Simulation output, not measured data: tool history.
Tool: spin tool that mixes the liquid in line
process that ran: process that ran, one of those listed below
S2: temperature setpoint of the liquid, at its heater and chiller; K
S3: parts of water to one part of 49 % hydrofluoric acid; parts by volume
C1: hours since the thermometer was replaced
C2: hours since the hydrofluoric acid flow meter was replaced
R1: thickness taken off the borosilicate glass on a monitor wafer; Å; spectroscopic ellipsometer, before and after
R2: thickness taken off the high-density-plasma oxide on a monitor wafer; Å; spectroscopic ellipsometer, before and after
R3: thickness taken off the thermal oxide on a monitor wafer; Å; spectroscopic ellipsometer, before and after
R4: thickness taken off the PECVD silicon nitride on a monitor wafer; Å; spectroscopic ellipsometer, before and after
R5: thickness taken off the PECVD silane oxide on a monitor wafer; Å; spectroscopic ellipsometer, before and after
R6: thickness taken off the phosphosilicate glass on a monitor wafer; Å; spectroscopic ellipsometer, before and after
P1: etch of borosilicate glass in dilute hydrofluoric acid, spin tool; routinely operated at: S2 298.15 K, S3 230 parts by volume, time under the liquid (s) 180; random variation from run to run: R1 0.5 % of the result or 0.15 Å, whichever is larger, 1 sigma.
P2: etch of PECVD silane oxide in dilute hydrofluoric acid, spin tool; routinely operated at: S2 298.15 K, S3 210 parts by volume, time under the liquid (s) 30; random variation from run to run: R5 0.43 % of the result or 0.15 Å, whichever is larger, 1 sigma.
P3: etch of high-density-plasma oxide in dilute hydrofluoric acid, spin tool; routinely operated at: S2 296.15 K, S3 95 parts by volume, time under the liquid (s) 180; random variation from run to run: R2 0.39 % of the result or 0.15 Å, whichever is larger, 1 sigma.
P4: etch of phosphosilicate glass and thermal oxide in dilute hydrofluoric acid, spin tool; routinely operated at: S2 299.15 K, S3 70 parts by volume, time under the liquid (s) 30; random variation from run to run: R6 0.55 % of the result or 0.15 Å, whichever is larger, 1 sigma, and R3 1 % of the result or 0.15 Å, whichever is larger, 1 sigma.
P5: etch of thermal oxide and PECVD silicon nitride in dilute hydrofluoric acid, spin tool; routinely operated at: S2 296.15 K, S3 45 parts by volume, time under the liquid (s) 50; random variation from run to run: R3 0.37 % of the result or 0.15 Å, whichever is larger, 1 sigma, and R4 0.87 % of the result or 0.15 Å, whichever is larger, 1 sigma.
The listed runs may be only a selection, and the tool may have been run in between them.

{"run": 1, "hour": 5.7, "process that ran": "P1", "S2": 298.15, "S3": 230, "time under the liquid (s)": 180, "C1": 643.4, "C2": 1310.7, "R1": 272.33}
{"run": 2, "hour": 14.4, "process that ran": "P3", "S2": 296.15, "S3": 150, "time under the liquid (s)": 180, "C1": 652.1, "C2": 1319.4, "R2": 55.872}
{"run": 3, "hour": 24.3, "process that ran": "P5", "S2": 290.15, "S3": 45, "time under the liquid (s)": 50, "C1": 662, "C2": 1329.3, "R3": 43.054, "R4": 15.854}
{"run": 4, "hour": 32.2, "process that ran": "P1", "S2": 293.15, "S3": 75, "time under the liquid (s)": 180, "C1": 669.9, "C2": 1337.2, "R1": 812.82}
{"run": 5, "hour": 39.5, "process that ran": "P1", "S2": 303.15, "S3": 230, "time under the liquid (s)": 180, "C1": 677.2, "C2": 1344.5, "R1": 323.06}
{"run": 6, "hour": 45.4, "process that ran": "P3", "S2": 296.15, "S3": 95, "time under the liquid (s)": 45, "C1": 683.1, "C2": 1350.4, "R2": 23.589}
{"run": 7, "hour": 55.4, "process that ran": "P2", "S2": 298.15, "S3": 80, "time under the liquid (s)": 30, "C1": 693.1, "C2": 1360.4, "R5": 196.11}
{"run": 8, "hour": 60.8, "process that ran": "P1", "S2": 298.15, "S3": 230, "time under the liquid (s)": 180, "C1": 698.5, "C2": 1365.8, "R1": 271.91}
{"run": 9, "hour": 67.5, "process that ran": "P4", "S2": 299.15, "S3": 70, "time under the liquid (s)": 30, "C1": 705.2, "C2": 1372.5, "R3": 22.658, "R6": 536.26}
{"run": 10, "hour": 78.3, "process that ran": "P1", "S2": 298.15, "S3": 230, "time under the liquid (s)": 35, "C1": 716, "C2": 1383.3, "R1": 52.713}
{"run": 11, "hour": 88.1, "process that ran": "P3", "S2": 296.15, "S3": 95, "time under the liquid (s)": 180, "C1": 725.8, "C2": 1393.1, "R2": 94.171}
{"run": 12, "hour": 93.4, "process that ran": "P1", "S2": 298.15, "S3": 315, "time under the liquid (s)": 180, "C1": 731.1, "C2": 1398.4, "R1": 182.28}
{"run": 13, "hour": 100.0, "process that ran": "P1", "S2": 298.15, "S3": 230, "time under the liquid (s)": 180, "C1": 737.7, "C2": 1405, "R1": 272.82}
{"run": 14, "hour": 105.8, "process that ran": "P5", "S2": 296.15, "S3": 20, "time under the liquid (s)": 50, "C1": 743.5, "C2": 1410.8, "R3": 129.58, "R4": 51.542}
{"run": 15, "hour": 110.9, "process that ran": "P3", "S2": 296.15, "S3": 95, "time under the liquid (s)": 180, "C1": 748.6, "C2": 1415.9, "R2": 94.166}
{"run": 16, "hour": 121.5, "process that ran": "P1", "S2": 290.15, "S3": 230, "time under the liquid (s)": 180, "C1": 759.2, "C2": 1426.5, "R1": 201.8}
{"run": 17, "hour": 131.2, "process that ran": "P4", "S2": 293.15, "S3": 70, "time under the liquid (s)": 30, "C1": 768.9, "C2": 1436.2, "R3": 17.643, "R6": 421.3}
{"run": 18, "hour": 136.7, "process that ran": "P4", "S2": 299.15, "S3": 120, "time under the liquid (s)": 30, "C1": 774.4, "C2": 1441.7, "R3": 12.646, "R6": 296.2}
{"run": 19, "hour": 143.4, "process that ran": "P5", "S2": 296.15, "S3": 45, "time under the liquid (s)": 50, "C1": 781.1, "C2": 1448.4, "R3": 56.373, "R4": 23.513}
{"run": 20, "hour": 150.0, "process that ran": "P2", "S2": 298.15, "S3": 210, "time under the liquid (s)": 15, "C1": 787.7, "C2": 1455, "R5": 31.866}
{"run": 21, "hour": 156.7, "process that ran": "P2", "S2": 306.15, "S3": 210, "time under the liquid (s)": 30, "C1": 794.4, "C2": 1461.7, "R5": 83.93}
{"run": 22, "hour": 167.2, "process that ran": "P4", "S2": 299.15, "S3": 70, "time under the liquid (s)": 15, "C1": 804.9, "C2": 1472.2, "R3": 11.41, "R6": 266.75}
{"run": 23, "hour": 172.3, "process that ran": "P5", "S2": 296.15, "S3": 45, "time under the liquid (s)": 90, "C1": 810, "C2": 1477.3, "R3": 100.41, "R4": 42.298}

For run 24, what comes out?
{"run": 24, "hour": 182.3, "process that ran": "P1", "S2": 298.15, "S3": 230, "time under the liquid (s)": 180, "C1": 820, "C2": 1487.3, "R1": "?"}

For run 24 the tool returned R1 271.48 Å.
